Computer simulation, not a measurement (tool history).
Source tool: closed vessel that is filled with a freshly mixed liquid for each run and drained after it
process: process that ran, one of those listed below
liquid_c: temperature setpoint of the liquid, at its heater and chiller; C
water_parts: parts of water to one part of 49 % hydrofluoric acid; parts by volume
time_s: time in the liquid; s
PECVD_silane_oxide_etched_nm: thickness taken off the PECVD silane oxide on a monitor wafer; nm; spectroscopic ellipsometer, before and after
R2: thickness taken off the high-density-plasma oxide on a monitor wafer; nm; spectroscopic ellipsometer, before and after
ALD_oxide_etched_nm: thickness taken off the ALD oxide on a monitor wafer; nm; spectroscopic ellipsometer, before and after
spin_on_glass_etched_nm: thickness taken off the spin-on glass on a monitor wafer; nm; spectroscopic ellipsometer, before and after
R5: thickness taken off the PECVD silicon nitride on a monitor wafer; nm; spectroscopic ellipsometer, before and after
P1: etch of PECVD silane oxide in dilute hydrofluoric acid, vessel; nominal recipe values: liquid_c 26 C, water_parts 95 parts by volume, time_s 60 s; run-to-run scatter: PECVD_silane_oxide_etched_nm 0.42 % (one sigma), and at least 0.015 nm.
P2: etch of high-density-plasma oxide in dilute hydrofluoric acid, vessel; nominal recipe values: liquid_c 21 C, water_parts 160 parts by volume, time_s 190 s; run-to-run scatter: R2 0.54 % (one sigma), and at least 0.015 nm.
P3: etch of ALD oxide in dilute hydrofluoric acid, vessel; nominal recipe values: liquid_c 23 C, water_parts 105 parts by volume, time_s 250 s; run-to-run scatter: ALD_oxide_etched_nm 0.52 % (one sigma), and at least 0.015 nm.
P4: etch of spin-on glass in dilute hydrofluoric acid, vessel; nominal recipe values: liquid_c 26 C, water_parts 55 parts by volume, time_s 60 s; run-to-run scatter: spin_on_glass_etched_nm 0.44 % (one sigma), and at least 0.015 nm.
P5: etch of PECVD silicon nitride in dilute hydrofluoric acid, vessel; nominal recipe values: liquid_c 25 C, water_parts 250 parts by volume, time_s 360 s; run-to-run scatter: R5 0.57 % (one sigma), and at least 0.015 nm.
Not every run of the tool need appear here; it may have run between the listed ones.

{"run": 1, "hour": 8.4, "process": "P1", "liquid_c": 26, "water_parts": 95, "time_s": 60, "PECVD_silane_oxide_etched_nm": 29.834}
{"run": 2, "hour": 20.4, "process": "P2", "liquid_c": 21, "water_parts": 160, "time_s": 190, "R2": 5.0408}
{"run": 3, "hour": 27.0, "process": "P3", "liquid_c": 23, "water_parts": 165, "time_s": 250, "ALD_oxide_etched_nm": 29.784}
{"run": 4, "hour": 41.2, "process": "P1", "liquid_c": 26, "water_parts": 95, "time_s": 95, "PECVD_silane_oxide_etched_nm": 47.116}
{"run": 5, "hour": 49.7, "process": "P1", "liquid_c": 26, "water_parts": 25, "time_s": 60, "PECVD_silane_oxide_etched_nm": 124.81}
{"run": 6, "hour": 64.3, "process": "P1", "liquid_c": 26, "water_parts": 95, "time_s": 35, "PECVD_silane_oxide_etched_nm": 17.299}
{"run": 7, "hour": 78.8, "process": "P1", "liquid_c": 26, "water_parts": 95, "time_s": 60, "PECVD_silane_oxide_etched_nm": 29.766}
{"run": 8, "hour": 91.5, "process": "P4", "liquid_c": 26, "water_parts": 55, "time_s": 115, "spin_on_glass_etched_nm": 100.58}
{"run": 9, "hour": 101.1, "process": "P2", "liquid_c": 21, "water_parts": 160, "time_s": 295, "R2": 7.7698}
{"run": 10, "hour": 112.3, "process": "P1", "liquid_c": 22, "water_parts": 165, "time_s": 60, "PECVD_silane_oxide_etched_nm": 13.581}
{"run": 11, "hour": 121.2, "process": "P4", "liquid_c": 26, "water_parts": 30, "time_s": 60, "spin_on_glass_etched_nm": 99.632}
{"run": 12, "hour": 130.9, "process": "P1", "liquid_c": 26, "water_parts": 95, "time_s": 60, "PECVD_silane_oxide_etched_nm": 29.88}
{"run": 13, "hour": 145.6, "process": "P1", "liquid_c": 26, "water_parts": 140, "time_s": 60, "PECVD_silane_oxide_etched_nm": 18.958}
{"run": 14, "hour": 156.8, "process": "P4", "liquid_c": 26, "water_parts": 55, "time_s": 60, "spin_on_glass_etched_nm": 52.162}
{"run": 15, "hour": 166.0, "process": "P1", "liquid_c": 32.5, "water_parts": 95, "time_s": 60, "PECVD_silane_oxide_etched_nm": 37.952}
{"run": 16, "hour": 177.1, "process": "P2", "liquid_c": 21, "water_parts": 225, "time_s": 190, "R2": 3.3193}
{"run": 17, "hour": 184.5, "process": "P1", "liquid_c": 26, "water_parts": 95, "time_s": 60, "PECVD_silane_oxide_etched_nm": 29.716}
{"run": 18, "hour": 194.0, "process": "P1", "liquid_c": 19, "water_parts": 95, "time_s": 105, "PECVD_silane_oxide_etched_nm": 39.391}
{"run": 19, "hour": 207.2, "process": "P3", "liquid_c": 23, "water_parts": 105, "time_s": 50, "ALD_oxide_etched_nm": 9.9454}
{"run": 20, "hour": 214.2, "process": "P5", "liquid_c": 25, "water_parts": 250, "time_s": 150, "R5": 3.6886}

Run 21 comes next. What will it give?
{"run": 21, "hour": 222.8, "process": "P2", "liquid_c": 26.5, "water_parts": 160, "time_s": 190, "R2": "?"}

Run 21 yielded R2 6.1684 nm.
